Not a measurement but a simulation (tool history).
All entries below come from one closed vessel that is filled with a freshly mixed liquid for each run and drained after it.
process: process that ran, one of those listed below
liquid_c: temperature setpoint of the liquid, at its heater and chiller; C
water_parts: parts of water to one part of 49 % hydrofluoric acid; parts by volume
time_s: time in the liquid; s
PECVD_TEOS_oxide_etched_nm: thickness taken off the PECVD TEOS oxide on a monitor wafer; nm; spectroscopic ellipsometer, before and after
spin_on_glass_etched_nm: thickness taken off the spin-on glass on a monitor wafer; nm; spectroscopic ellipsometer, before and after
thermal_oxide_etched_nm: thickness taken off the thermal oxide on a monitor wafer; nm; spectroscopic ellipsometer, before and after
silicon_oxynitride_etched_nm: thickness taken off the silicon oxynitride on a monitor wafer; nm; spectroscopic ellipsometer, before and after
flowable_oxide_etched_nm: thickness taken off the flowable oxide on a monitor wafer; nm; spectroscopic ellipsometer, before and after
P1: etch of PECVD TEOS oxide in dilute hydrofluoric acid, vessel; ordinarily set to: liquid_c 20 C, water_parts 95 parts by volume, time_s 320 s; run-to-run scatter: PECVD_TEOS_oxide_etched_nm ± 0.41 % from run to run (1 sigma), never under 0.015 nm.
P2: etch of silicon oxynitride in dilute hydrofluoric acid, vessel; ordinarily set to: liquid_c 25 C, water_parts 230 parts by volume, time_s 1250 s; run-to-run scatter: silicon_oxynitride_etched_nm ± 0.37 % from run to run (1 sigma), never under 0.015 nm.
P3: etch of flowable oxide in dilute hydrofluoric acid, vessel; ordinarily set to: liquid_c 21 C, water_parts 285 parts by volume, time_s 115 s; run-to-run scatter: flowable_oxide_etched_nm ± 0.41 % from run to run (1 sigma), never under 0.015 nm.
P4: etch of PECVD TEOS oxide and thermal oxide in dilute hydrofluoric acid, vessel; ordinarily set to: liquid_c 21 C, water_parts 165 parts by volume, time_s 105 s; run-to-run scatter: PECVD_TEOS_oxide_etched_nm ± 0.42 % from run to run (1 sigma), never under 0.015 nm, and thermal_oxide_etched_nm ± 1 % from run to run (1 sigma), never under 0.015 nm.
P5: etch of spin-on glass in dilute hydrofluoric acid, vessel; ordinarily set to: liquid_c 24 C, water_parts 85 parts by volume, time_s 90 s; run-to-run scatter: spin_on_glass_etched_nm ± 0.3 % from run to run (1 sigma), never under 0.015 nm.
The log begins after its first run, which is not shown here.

| run | hour | process | liquid_c | water_parts | time_s | PECVD_TEOS_oxide_etched_nm | spin_on_glass_etched_nm | thermal_oxide_etched_nm | silicon_oxynitride_etched_nm | flowable_oxide_etched_nm |
|---|---|---|---|---|---|---|---|---|---|---|
| 2 | 16.6 | P5 | 24 | 85 | 175 |  | 65.307 |  |  |  |
| 3 | 23.4 | P4 | 21 | 165 | 105 | 9.1435 |  | 2.347 |  |  |
| 4 | 29.1 | P1 | 25.5 | 95 | 320 | 66.423 |  |  |  |  |
| 5 | 35.3 | P2 | 25 | 375 | 1250 |  |  |  | 5.4396 |  |
| 6 | 44.3 | P3 | 21 | 285 | 115 |  |  |  |  | 12.491 |
| 7 | 50.7 | P2 | 25 | 230 | 2420 |  |  |  | 19.076 |  |
| 8 | 58.5 | P4 | 28.5 | 165 | 105 | 11.993 |  | 3.186 |  |  |
| 9 | 64.4 | P1 | 17 | 95 | 320 | 46.813 |  |  |  |  |
|  | 69 | hydrofluoric acid flow meter replaced |
| 10 | 74.6 | P1 | 20 | 95 | 320 | 53.235 |  |  |  |  |
| 11 | 80.5 | P1 | 20 | 95 | 565 | 93.437 |  |  |  |  |
| 12 | 87.6 | P1 | 20 | 20 | 320 | 275.7 |  |  |  |  |
| 13 | 93.9 | P5 | 24 | 25 | 90 |  | 123.22 |  |  |  |
| 14 | 102.3 | P5 | 20 | 85 | 90 |  | 28.412 |  |  |  |
| 15 | 109.8 | P1 | 20 | 95 | 320 | 52.771 |  |  |  |  |
| 16 | 119.3 | P4 | 21 | 65 | 105 | 25.805 |  | 6.6561 |  |  |
| 17 | 125 | P3 | 26.5 | 285 | 115 |  |  |  |  | 15.205 |
| 18 | 136 | P4 | 21 | 165 | 30 | 2.6115 |  | 0.68983 |  |  |
| 19 | 141.7 | P1 | 20 | 170 | 320 | 27.261 |  |  |  |  |
| 20 | 150.2 | P1 | 20 | 95 | 320 | 52.98 |  |  |  |  |
| 21 | 156.8 | P1 | 28 | 95 | 465 | 105.95 |  |  |  |  |
| 22 | 165 | P3 | 21 | 285 | 115 |  |  |  |  | 12.511 |
| 23 | 171.3 | P4 | 21 | 165 | 105 | 9.0585 |  | 2.3223 |  |  |
| 24 | 181.1 | P1 | 20 | 95 | 320 | 52.723 |  |  |  |  |

Run 25 is up next; what results do you expect?
| 25 | 187.8 | P5 | 24 | 85 | 90 |  | ? |  |  |  |

{"run 25": {"spin_on_glass_etched_nm": 33.597}}
